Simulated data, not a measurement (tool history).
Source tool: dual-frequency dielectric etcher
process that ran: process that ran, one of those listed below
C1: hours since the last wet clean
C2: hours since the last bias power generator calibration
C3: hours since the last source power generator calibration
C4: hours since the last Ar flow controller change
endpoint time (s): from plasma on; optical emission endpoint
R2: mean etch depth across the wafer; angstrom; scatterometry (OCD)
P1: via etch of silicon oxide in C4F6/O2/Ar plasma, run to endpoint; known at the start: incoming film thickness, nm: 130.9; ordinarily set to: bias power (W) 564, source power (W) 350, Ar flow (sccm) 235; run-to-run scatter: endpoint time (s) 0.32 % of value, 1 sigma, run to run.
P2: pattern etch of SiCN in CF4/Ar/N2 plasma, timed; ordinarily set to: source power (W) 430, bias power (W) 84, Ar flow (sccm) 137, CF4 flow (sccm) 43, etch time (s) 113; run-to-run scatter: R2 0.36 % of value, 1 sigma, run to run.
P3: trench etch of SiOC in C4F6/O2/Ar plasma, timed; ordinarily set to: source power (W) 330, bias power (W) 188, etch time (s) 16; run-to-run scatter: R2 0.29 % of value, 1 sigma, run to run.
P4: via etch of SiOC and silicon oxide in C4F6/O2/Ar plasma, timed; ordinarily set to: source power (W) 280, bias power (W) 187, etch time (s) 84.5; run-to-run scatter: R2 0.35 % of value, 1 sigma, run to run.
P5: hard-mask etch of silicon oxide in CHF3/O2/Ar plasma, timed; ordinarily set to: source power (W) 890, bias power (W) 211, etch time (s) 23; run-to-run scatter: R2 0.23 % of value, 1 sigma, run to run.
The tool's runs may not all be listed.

{"run": 1, "day": 0.342, "process that ran": "P1", "bias power (W)": 564, "source power (W)": 350, "Ar flow (sccm)": 235, "C1": 228.3, "C2": 631.5, "C3": 2598.1, "C4": 600.7, "endpoint time (s)": 28.216}
{"run": 2, "day": 0.767, "process that ran": "P2", "bias power (W)": 84, "source power (W)": 330, "Ar flow (sccm)": 137, "CF4 flow (sccm)": 43, "etch time (s)": 113, "C1": 238.5, "C2": 641.7, "C3": 2608.3, "C4": 610.9, "R2": 694.64}
{"run": 3, "day": 1.279, "process that ran": "P1", "bias power (W)": 564, "source power (W)": 350, "Ar flow (sccm)": 235, "C1": 250.8, "C2": 654, "C3": 2620.6, "C4": 623.2, "endpoint time (s)": 28.14}
{"run": 4, "day": 1.642, "process that ran": "P1", "bias power (W)": 564, "source power (W)": 350, "Ar flow (sccm)": 235, "C1": 259.5, "C2": 662.7, "C3": 2629.3, "C4": 631.9, "endpoint time (s)": 28.264}
{"run": 5, "day": 2.221, "process that ran": "P5", "bias power (W)": 211, "source power (W)": 580, "etch time (s)": 23, "C1": 273.4, "C2": 676.6, "C3": 2643.2, "C4": 645.8, "R2": 477.72}
{"run": 6, "day": 2.825, "process that ran": "P1", "bias power (W)": 564, "source power (W)": 350, "Ar flow (sccm)": 169, "C1": 287.9, "C2": 691.1, "C3": 2657.7, "C4": 660.3, "endpoint time (s)": 27.354}
{"run": 7, "day": 3.2, "process that ran": "P4", "bias power (W)": 187, "source power (W)": 280, "etch time (s)": 84.5, "C1": 296.9, "C2": 700.1, "C3": 2666.7, "C4": 669.3, "R2": 833.54}
{"run": 8, "day": 3.721, "process that ran": "P3", "bias power (W)": 237, "source power (W)": 330, "etch time (s)": 16, "C1": 309.4, "C2": 712.6, "C3": 2679.2, "C4": 681.8, "R2": 323.74}
{"run": 9, "day": 4.317, "process that ran": "P1", "bias power (W)": 564, "source power (W)": 350, "Ar flow (sccm)": 235, "C1": 323.7, "C2": 726.9, "C3": 2693.5, "C4": 696.1, "endpoint time (s)": 28.311}
{"run": 10, "day": 4.717, "process that ran": "P2", "bias power (W)": 84, "source power (W)": 430, "Ar flow (sccm)": 137, "CF4 flow (sccm)": 43, "etch time (s)": 113, "C1": 333.3, "C2": 736.5, "C3": 2703.1, "C4": 705.7, "R2": 870.02}
{"run": 11, "day": 5.125, "process that ran": "P1", "bias power (W)": 564, "source power (W)": 460, "Ar flow (sccm)": 235, "C1": 343.1, "C2": 746.3, "C3": 2712.9, "C4": 715.5, "endpoint time (s)": 25.506}
{"run": 12, "day": 5.733, "process that ran": "P1", "bias power (W)": 367, "source power (W)": 350, "Ar flow (sccm)": 235, "C1": 357.7, "C2": 760.9, "C3": 2727.5, "C4": 730.1, "endpoint time (s)": 33.218}
{"run": 13, "day": 6.258, "process that ran": "P2", "bias power (W)": 52, "source power (W)": 430, "Ar flow (sccm)": 137, "CF4 flow (sccm)": 43, "etch time (s)": 113, "C1": 370.3, "C2": 773.5, "C3": 2740.1, "C4": 742.7, "R2": 722.02}
{"run": 14, "day": 6.892, "process that ran": "P1", "bias power (W)": 419, "source power (W)": 350, "Ar flow (sccm)": 308, "C1": 385.5, "C2": 788.7, "C3": 2755.3, "C4": 757.9, "endpoint time (s)": 32.373}
{"run": 15, "day": 7.375, "process that ran": "P2", "bias power (W)": 84, "source power (W)": 430, "Ar flow (sccm)": 137, "CF4 flow (sccm)": 60, "etch time (s)": 113, "C1": 397.1, "C2": 800.3, "C3": 2766.9, "C4": 769.5, "R2": 911.68}
{"run": 16, "day": 7.775, "process that ran": "P3", "bias power (W)": 188, "source power (W)": 460, "etch time (s)": 16, "C1": 406.7, "C2": 809.9, "C3": 2776.5, "C4": 779.1, "R2": 342.32}
{"run": 17, "day": 8.333, "process that ran": "P2", "bias power (W)": 84, "source power (W)": 430, "Ar flow (sccm)": 137, "CF4 flow (sccm)": 43, "etch time (s)": 161.5, "C1": 420.1, "C2": 823.3, "C3": 2789.9, "C4": 792.5, "R2": 1242.5}
{"run": 18, "day": 8.85, "process that ran": "P4", "bias power (W)": 187, "source power (W)": 230, "etch time (s)": 84.5, "C1": 432.5, "C2": 835.7, "C3": 2802.3, "C4": 804.9, "R2": 775.69}
{"run": 19, "day": 9.471, "process that ran": "P3", "bias power (W)": 188, "source power (W)": 330, "etch time (s)": 20.5, "C1": 447.4, "C2": 850.6, "C3": 2817.2, "C4": 819.8, "R2": 384.82}
{"run": 20, "day": 9.888, "process that ran": "P5", "bias power (W)": 211, "source power (W)": 890, "etch time (s)": 23, "C1": 457.4, "C2": 860.6, "C3": 2827.2, "C4": 829.8, "R2": 564.67}
{"run": 21, "day": 10.296, "process that ran": "P1", "bias power (W)": 564, "source power (W)": 350, "Ar flow (sccm)": 235, "C1": 467.2, "C2": 870.4, "C3": 2837, "C4": 839.6, "endpoint time (s)": 28.276}
{"run": 22, "day": 10.833, "process that ran": "P1", "bias power (W)": 564, "source power (W)": 250, "Ar flow (sccm)": 235, "C1": 480.1, "C2": 883.3, "C3": 2849.9, "C4": 852.5, "endpoint time (s)": 31.851}
{"day": 10.871, "done": "source power generator calibrated"}
{"run": 23, "day": 11.246, "process that ran": "P1", "bias power (W)": 686, "source power (W)": 350, "Ar flow (sccm)": 235, "C1": 490, "C2": 893.2, "C3": 9.1, "C4": 862.4, "endpoint time (s)": 26.305}
{"run": 24, "day": 11.588, "process that ran": "P4", "bias power (W)": 187, "source power (W)": 280, "etch time (s)": 123, "C1": 498.2, "C2": 901.4, "C3": 17.3, "C4": 870.6, "R2": 1221.3}
{"run": 25, "day": 11.95, "process that ran": "P3", "bias power (W)": 188, "source power (W)": 330, "etch time (s)": 16, "C1": 506.9, "C2": 910.1, "C3": 26, "C4": 879.3, "R2": 301.33}
{"run": 26, "day": 12.308, "process that ran": "P2", "bias power (W)": 84, "source power (W)": 430, "Ar flow (sccm)": 162, "CF4 flow (sccm)": 43, "etch time (s)": 113, "C1": 515.5, "C2": 918.7, "C3": 34.6, "C4": 887.9, "R2": 852.81}
{"run": 27, "day": 12.921, "process that ran": "P1", "bias power (W)": 763, "source power (W)": 260, "Ar flow (sccm)": 235, "C1": 530.2, "C2": 933.4, "C3": 49.3, "C4": 902.6, "endpoint time (s)": 27.806}
{"run": 28, "day": 13.471, "process that ran": "P1", "bias power (W)": 564, "source power (W)": 350, "Ar flow (sccm)": 314, "C1": 543.4, "C2": 946.6, "C3": 62.5, "C4": 915.8, "endpoint time (s)": 29.28}
{"run": 29, "day": 13.983, "process that ran": "P5", "bias power (W)": 211, "source power (W)": 890, "etch time (s)": 28.5, "C1": 555.7, "C2": 958.9, "C3": 74.8, "C4": 928.1, "R2": 697.51}
{"run": 30, "day": 14.638, "process that ran": "P4", "bias power (W)": 224, "source power (W)": 280, "etch time (s)": 84.5, "C1": 571.4, "C2": 974.6, "C3": 90.5, "C4": 943.8, "R2": 891.22}
{"run": 31, "day": 15.317, "process that ran": "P1", "bias power (W)": 564, "source power (W)": 350, "Ar flow (sccm)": 235, "C1": 587.7, "C2": 990.9, "C3": 106.8, "C4": 960.1, "endpoint time (s)": 28.179}
{"run": 32, "day": 15.817, "process that ran": "P5", "bias power (W)": 129, "source power (W)": 890, "etch time (s)": 23, "C1": 599.7, "C2": 1002.9, "C3": 118.8, "C4": 972.1, "R2": 480.93}
{"run": 33, "day": 16.483, "process that ran": "P5", "bias power (W)": 211, "source power (W)": 890, "etch time (s)": 23, "C1": 615.7, "C2": 1018.9, "C3": 134.8, "C4": 988.1, "R2": 563.37}
{"run": 34, "day": 17.112, "process that ran": "P2", "bias power (W)": 84, "source power (W)": 430, "Ar flow (sccm)": 137, "CF4 flow (sccm)": 43, "etch time (s)": 113, "C1": 630.8, "C2": 1034, "C3": 149.9, "C4": 1003.2, "R2": 873.66}
{"run": 35, "day": 17.55, "process that ran": "P1", "bias power (W)": 564, "source power (W)": 350, "Ar flow (sccm)": 235, "C1": 641.3, "C2": 1044.5, "C3": 160.4, "C4": 1013.7, "endpoint time (s)": 28.194}
{"run": 36, "day": 18.138, "process that ran": "P1", "bias power (W)": 564, "source power (W)": 350, "Ar flow (sccm)": 235, "C1": 655.4, "C2": 1058.6, "C3": 174.5, "C4": 1027.8, "endpoint time (s)": 28.515}
{"run": 37, "day": 18.479, "process that ran": "P1", "bias power (W)": 564, "source power (W)": 350, "Ar flow (sccm)": 235, "C1": 663.6, "C2": 1066.8, "C3": 182.7, "C4": 1036, "endpoint time (s)": 28.541}
{"run": 38, "day": 19.133, "process that ran": "P1", "bias power (W)": 564, "source power (W)": 350, "Ar flow (sccm)": 235, "C1": 679.3, "C2": 1082.5, "C3": 198.4, "C4": 1051.7, "endpoint time (s)": 28.454}
{"run": 39, "day": 19.771, "process that ran": "P1", "bias power (W)": 564, "source power (W)": 350, "Ar flow (sccm)": 235, "C1": 694.6, "C2": 1097.8, "C3": 213.7, "C4": 1067, "endpoint time (s)": 28.586}
{"run": 40, "day": 20.379, "process that ran": "P1", "bias power (W)": 564, "source power (W)": 350, "Ar flow (sccm)": 235, "C1": 709.2, "C2": 1112.4, "C3": 228.3, "C4": 1081.6, "endpoint time (s)": 28.566}
{"day": 21.017, "done": "wet clean of the chamber"}
{"run": 41, "day": 21.054, "process that ran": "P1", "bias power (W)": 564, "source power (W)": 350, "Ar flow (sccm)": 235, "C1": 1, "C2": 1128.6, "C3": 244.5, "C4": 1097.8, "endpoint time (s)": 28.737}
{"day": 21.083, "done": "Ar flow controller replaced"}
{"run": 42, "day": 21.467, "process that ran": "P1", "bias power (W)": 564, "source power (W)": 350, "Ar flow (sccm)": 235, "C1": 10.9, "C2": 1138.5, "C3": 254.4, "C4": 9.3, "endpoint time (s)": 28.741}
{"run": 43, "day": 22.083, "process that ran": "P1", "bias power (W)": 564, "source power (W)": 350, "Ar flow (sccm)": 235, "C1": 25.7, "C2": 1153.3, "C3": 269.2, "C4": 24.1, "endpoint time (s)": 28.747}
{"run": 44, "day": 22.529, "process that ran": "P1", "bias power (W)": 564, "source power (W)": 350, "Ar flow (sccm)": 235, "C1": 36.4, "C2": 1164, "C3": 279.9, "C4": 34.8, "endpoint time (s)": 28.697}

What P1 gives has crept off from where it sat before. The 2 causes that follow fit the log equally well, each at the size noted:
A: source power that arrives under what is set, % = 4.32
B: bias power that arrives under what is set, % = 4.14
The creep began at about day 17.55.
Each remaining cause and why it is not a fit:
chamber walls in a state that lowers the etch rate, %: serviced at day 21.017, after the change had begun; the process did not return to its earlier output
Ar flow that arrives over what is set, %: serviced at day 21.083, after the change had begun; the process did not return to its earlier output

Which of the 4 check runs listed below, each an average over 2 wafers with its results shown as question marks, gives clearly different results under the different listed causes?
{"run": "check 1", "day": 22.975, "process that ran": "P4", "bias power (W)": 187, "source power (W)": 280, "etch time (s)": 84.5, "R2": "?"}
{"run": "check 2", "day": 22.975, "process that ran": "P2", "bias power (W)": 84, "source power (W)": 430, "Ar flow (sccm)": 137, "CF4 flow (sccm)": 43, "etch time (s)": 113, "R2": "?"}
{"run": "check 3", "day": 22.975, "process that ran": "P5", "bias power (W)": 211, "source power (W)": 890, "etch time (s)": 23, "R2": "?"}
{"run": "check 4", "day": 22.975, "process that ran": "P3", "bias power (W)": 188, "source power (W)": 330, "etch time (s)": 16, "R2": "?"}

Check results expected under each cause:
check=check_1 result=R2 if_A=824.2 if_B=826.61
check=check_2 result=R2 if_A=840.28 if_B=857.96
check=check_3 result=R2 if_A=553.82 if_B=555.28
check=check_4 result=R2 if_A=295.58 if_B=296.59
Per-check spread between the two closest causes, in the result where they differ most: check 1 0.29 %; check 2 2.08 %; check 3 0.26 %; check 4 0.34 %
Only in check 2 would the causes give clearly different results; in the remaining checks their results would be nearly the same.

After running check 2, the following was obtained: R2 860.87 angstrom. Which cause does this point to?

The cause is B: bias power that arrives under what is set, %.
